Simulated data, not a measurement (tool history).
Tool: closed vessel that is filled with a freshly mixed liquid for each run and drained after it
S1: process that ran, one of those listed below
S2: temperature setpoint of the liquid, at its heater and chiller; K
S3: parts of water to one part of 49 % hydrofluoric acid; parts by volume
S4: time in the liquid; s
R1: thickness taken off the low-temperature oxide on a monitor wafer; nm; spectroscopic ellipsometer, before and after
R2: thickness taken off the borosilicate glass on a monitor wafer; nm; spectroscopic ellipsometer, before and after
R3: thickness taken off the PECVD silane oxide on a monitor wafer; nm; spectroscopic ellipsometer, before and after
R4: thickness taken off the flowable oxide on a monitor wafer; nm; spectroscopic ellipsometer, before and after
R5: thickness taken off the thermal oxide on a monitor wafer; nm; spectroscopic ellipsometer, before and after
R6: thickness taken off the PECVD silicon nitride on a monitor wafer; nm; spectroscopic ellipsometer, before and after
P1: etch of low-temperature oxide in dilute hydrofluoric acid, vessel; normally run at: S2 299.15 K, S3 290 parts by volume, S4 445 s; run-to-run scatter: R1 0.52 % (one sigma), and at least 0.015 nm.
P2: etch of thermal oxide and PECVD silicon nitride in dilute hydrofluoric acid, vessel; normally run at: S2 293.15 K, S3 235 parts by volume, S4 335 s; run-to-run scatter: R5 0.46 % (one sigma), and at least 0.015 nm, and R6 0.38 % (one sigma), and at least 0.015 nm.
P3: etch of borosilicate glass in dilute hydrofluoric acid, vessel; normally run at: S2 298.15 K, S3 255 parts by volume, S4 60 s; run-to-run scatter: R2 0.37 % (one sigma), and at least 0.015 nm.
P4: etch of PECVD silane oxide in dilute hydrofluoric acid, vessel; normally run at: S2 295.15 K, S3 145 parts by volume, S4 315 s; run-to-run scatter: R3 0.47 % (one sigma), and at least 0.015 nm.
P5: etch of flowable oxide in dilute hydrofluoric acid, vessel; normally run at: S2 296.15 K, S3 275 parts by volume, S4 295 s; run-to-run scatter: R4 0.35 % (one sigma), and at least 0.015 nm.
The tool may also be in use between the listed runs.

| run | hour | S1 | S2 | S3 | S4 | R1 | R2 | R3 | R4 | R5 | R6 |
|---|---|---|---|---|---|---|---|---|---|---|---|
| 1 | 10.3 | P1 | 299.15 | 290 | 445 | 46.729 |  |  |  |  |  |
| 2 | 17.6 | P3 | 298.15 | 255 | 60 |  | 9.3286 |  |  |  |  |
| 3 | 25.2 | P3 | 298.15 | 470 | 60 |  | 4.1404 |  |  |  |  |
| 4 | 38.2 | P4 | 303.15 | 145 | 315 |  |  | 72.758 |  |  |  |
| 5 | 44.7 | P4 | 295.15 | 145 | 625 |  |  | 106.28 |  |  |  |
| 6 | 55.9 | P1 | 306.65 | 180 | 445 | 110.95 |  |  |  |  |  |
| 7 | 64.6 | P5 | 296.15 | 275 | 295 |  |  |  | 23.659 |  |  |
| 8 | 79.5 | P1 | 299.15 | 290 | 45 | 4.7128 |  |  |  |  |  |
| 9 | 91 | P1 | 307.15 | 130 | 445 | 167.25 |  |  |  |  |  |
| 10 | 99.2 | P4 | 295.15 | 200 | 315 |  |  | 36.535 |  |  |  |
| 11 | 113.3 | P1 | 299.15 | 290 | 830 | 86.871 |  |  |  |  |  |
| 12 | 121.3 | P2 | 293.15 | 345 | 335 |  |  |  |  | 3.3779 | 3.8766 |
| 13 | 130.3 | P1 | 306.65 | 290 | 445 | 59.811 |  |  |  |  |  |
| 14 | 137.8 | P1 | 299.15 | 125 | 445 | 131.75 |  |  |  |  |  |
| 15 | 151.3 | P1 | 291.65 | 290 | 445 | 35.709 |  |  |  |  |  |
| 16 | 161.3 | P1 | 299.15 | 290 | 445 | 46.399 |  |  |  |  |  |
| 17 | 173.1 | P1 | 299.15 | 460 | 445 | 24.847 |  |  |  |  |  |
| 18 | 182.2 | P2 | 293.15 | 235 | 335 |  |  |  |  | 5.3778 | 5.591 |
| 19 | 196 | P5 | 296.15 | 275 | 40 |  |  |  | 3.2169 |  |  |
| 20 | 207.2 | P2 | 290.15 | 235 | 335 |  |  |  |  | 4.7999 | 4.6267 |
| 21 | 220.9 | P3 | 298.15 | 255 | 30 |  | 4.6218 |  |  |  |  |
| 22 | 232.5 | P5 | 300.15 | 275 | 295 |  |  |  | 27.261 |  |  |
| 23 | 246.1 | P2 | 293.15 | 235 | 335 |  |  |  |  | 5.3992 | 5.6326 |
| 24 | 258.9 | P3 | 291.65 | 255 | 60 |  | 7.3047 |  |  |  |  |
| 25 | 265.8 | P1 | 302.65 | 455 | 445 | 28.163 |  |  |  |  |  |
| 26 | 276.8 | P4 | 295.15 | 145 | 315 |  |  | 53.442 |  |  |  |
| 27 | 287.7 | P2 | 293.15 | 235 | 145 |  |  |  |  | 2.3288 | 2.447 |
| 28 | 294.4 | P1 | 299.15 | 290 | 445 | 46.775 |  |  |  |  |  |
| 29 | 303.7 | P5 | 296.15 | 480 | 295 |  |  |  | 11.279 |  |  |
| 30 | 312.4 | P1 | 299.15 | 290 | 445 | 46.757 |  |  |  |  |  |
| 31 | 320.2 | P1 | 299.15 | 290 | 445 | 46.808 |  |  |  |  |  |
| 32 | 332.3 | P1 | 299.15 | 290 | 445 | 45.325 |  |  |  |  |  |
| 33 | 345.5 | P1 | 299.15 | 290 | 445 | 44.328 |  |  |  |  |  |
| 34 | 356.7 | P1 | 299.15 | 290 | 445 | 44.019 |  |  |  |  |  |
| 35 | 368.5 | P1 | 299.15 | 290 | 445 | 43.198 |  |  |  |  |  |

Forecast run 36:
| 36 | 377.7 | P1 | 299.15 | 290 | 445 | ? |  |  |  |  |  |

{"run 36": {"R1": 43.466}}

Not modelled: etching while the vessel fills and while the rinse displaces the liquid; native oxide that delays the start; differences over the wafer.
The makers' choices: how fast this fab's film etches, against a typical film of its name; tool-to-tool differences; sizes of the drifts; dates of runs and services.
